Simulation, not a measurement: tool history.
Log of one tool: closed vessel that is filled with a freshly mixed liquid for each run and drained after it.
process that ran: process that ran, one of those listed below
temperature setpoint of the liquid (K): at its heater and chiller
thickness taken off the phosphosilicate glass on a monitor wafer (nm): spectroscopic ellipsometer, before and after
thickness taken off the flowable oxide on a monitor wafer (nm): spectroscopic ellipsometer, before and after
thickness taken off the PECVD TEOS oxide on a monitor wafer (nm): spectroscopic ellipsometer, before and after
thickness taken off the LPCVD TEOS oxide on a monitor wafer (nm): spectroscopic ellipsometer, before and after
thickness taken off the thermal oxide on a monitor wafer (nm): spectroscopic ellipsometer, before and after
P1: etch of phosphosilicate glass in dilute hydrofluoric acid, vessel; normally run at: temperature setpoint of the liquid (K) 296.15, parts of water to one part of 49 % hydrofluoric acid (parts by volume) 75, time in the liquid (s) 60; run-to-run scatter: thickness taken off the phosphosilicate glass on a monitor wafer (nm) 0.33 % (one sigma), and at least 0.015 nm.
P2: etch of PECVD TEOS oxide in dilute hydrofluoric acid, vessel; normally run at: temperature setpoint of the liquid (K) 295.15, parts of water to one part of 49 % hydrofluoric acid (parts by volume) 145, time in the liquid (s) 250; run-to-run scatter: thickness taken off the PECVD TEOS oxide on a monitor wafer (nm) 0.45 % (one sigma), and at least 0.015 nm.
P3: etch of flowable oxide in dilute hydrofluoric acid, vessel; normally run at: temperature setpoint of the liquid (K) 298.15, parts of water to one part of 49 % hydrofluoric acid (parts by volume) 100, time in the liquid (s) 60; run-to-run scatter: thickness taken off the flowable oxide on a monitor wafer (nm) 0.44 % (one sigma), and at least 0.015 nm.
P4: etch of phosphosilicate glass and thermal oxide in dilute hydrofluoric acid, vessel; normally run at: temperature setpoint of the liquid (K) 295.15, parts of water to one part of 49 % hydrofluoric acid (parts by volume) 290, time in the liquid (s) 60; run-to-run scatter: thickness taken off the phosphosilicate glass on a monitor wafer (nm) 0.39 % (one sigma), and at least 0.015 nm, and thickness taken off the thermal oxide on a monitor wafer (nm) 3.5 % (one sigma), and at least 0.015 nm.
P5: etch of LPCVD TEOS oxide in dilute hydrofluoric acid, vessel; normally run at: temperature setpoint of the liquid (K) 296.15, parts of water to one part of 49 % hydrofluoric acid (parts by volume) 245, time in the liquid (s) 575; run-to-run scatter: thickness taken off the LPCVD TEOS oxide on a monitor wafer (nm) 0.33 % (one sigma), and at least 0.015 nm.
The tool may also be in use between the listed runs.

| run | hour | process that ran | temperature setpoint of the liquid (K) | parts of water to one part of 49 % hydrofluoric acid (parts by volume) | time in the liquid (s) | hours since the thermometer was replaced | hours since the hydrofluoric acid flow meter was replaced | thickness taken off the phosphosilicate glass on a monitor wafer (nm) | thickness taken off the flowable oxide on a monitor wafer (nm) | thickness taken off the PECVD TEOS oxide on a monitor wafer (nm) | thickness taken off the LPCVD TEOS oxide on a monitor wafer (nm) | thickness taken off the thermal oxide on a monitor wafer (nm) |
|---|---|---|---|---|---|---|---|---|---|---|---|---|
| 1 | 4.3 | P1 | 296.15 | 75 | 60 | 1097.4 | 216.7 | 156.58 |  |  |  |  |
| 2 | 9.3 | P1 | 296.15 | 105 | 95 | 1102.4 | 221.7 | 170.08 |  |  |  |  |
| 3 | 14.5 | P3 | 298.15 | 100 | 60 | 1107.6 | 226.9 |  | 33.477 |  |  |  |
| 4 | 19.8 | P1 | 296.15 | 75 | 100 | 1112.9 | 232.2 | 260.56 |  |  |  |  |
| 5 | 24.1 | P1 | 296.15 | 75 | 30 | 1117.2 | 236.5 | 78.157 |  |  |  |  |
| 6 | 28.5 | P2 | 295.15 | 40 | 250 | 1121.6 | 240.9 |  |  | 70.642 |  |  |
| 7 | 31.4 | P1 | 296.15 | 75 | 60 | 1124.5 | 243.8 | 157.06 |  |  |  |  |
| 8 | 36.6 | P5 | 296.15 | 425 | 575 | 1129.7 | 249 |  |  |  | 15.589 |  |
| 9 | 42.5 | P3 | 298.15 | 25 | 60 | 1135.6 | 254.9 |  | 148.25 |  |  |  |
| 10 | 45.4 | P1 | 296.15 | 115 | 60 | 1138.5 | 257.8 | 97.314 |  |  |  |  |
| 11 | 49.1 | P2 | 295.15 | 145 | 60 | 1142.2 | 261.5 |  |  | 4.1507 |  |  |
| 12 | 54.6 | P2 | 290.15 | 145 | 250 | 1147.7 | 267 |  |  | 13.953 |  |  |
| 13 | 59.4 | P1 | 296.15 | 75 | 60 | 1152.5 | 271.8 | 157.17 |  |  |  |  |
| 14 | 63.6 | P2 | 295.15 | 145 | 250 | 1156.7 | 276 |  |  | 17.256 |  |  |
| 15 | 67.5 | P1 | 290.15 | 20 | 60 | 1160.6 | 279.9 | 485.39 |  |  |  |  |
| 16 | 70.6 | P3 | 298.15 | 100 | 60 | 1163.7 | 283 |  | 33.58 |  |  |  |
| 17 | 75.1 | P1 | 302.65 | 75 | 105 | 1168.2 | 287.5 | 354.99 |  |  |  |  |
|  | 77.6 | thermometer replaced |
| 18 | 80.7 | P3 | 298.15 | 100 | 105 | 3.2 | 293.1 |  | 58.328 |  |  |  |
| 19 | 84.4 | P3 | 303.15 | 100 | 60 | 6.9 | 296.8 |  | 40.405 |  |  |  |
| 20 | 87.5 | P4 | 295.15 | 290 | 60 | 10 | 299.9 | 30.863 |  |  |  | 0.84646 |
| 21 | 90.3 | P1 | 296.15 | 75 | 60 | 12.8 | 302.7 | 155.3 |  |  |  |  |

The next listed run, before its measurement:
| 22 | 95.6 | P1 | 296.15 | 75 | 60 | 18.1 | 308 | ? |  |  |  |  |

thickness taken off the phosphosilicate glass on a monitor wafer (nm): 156.35

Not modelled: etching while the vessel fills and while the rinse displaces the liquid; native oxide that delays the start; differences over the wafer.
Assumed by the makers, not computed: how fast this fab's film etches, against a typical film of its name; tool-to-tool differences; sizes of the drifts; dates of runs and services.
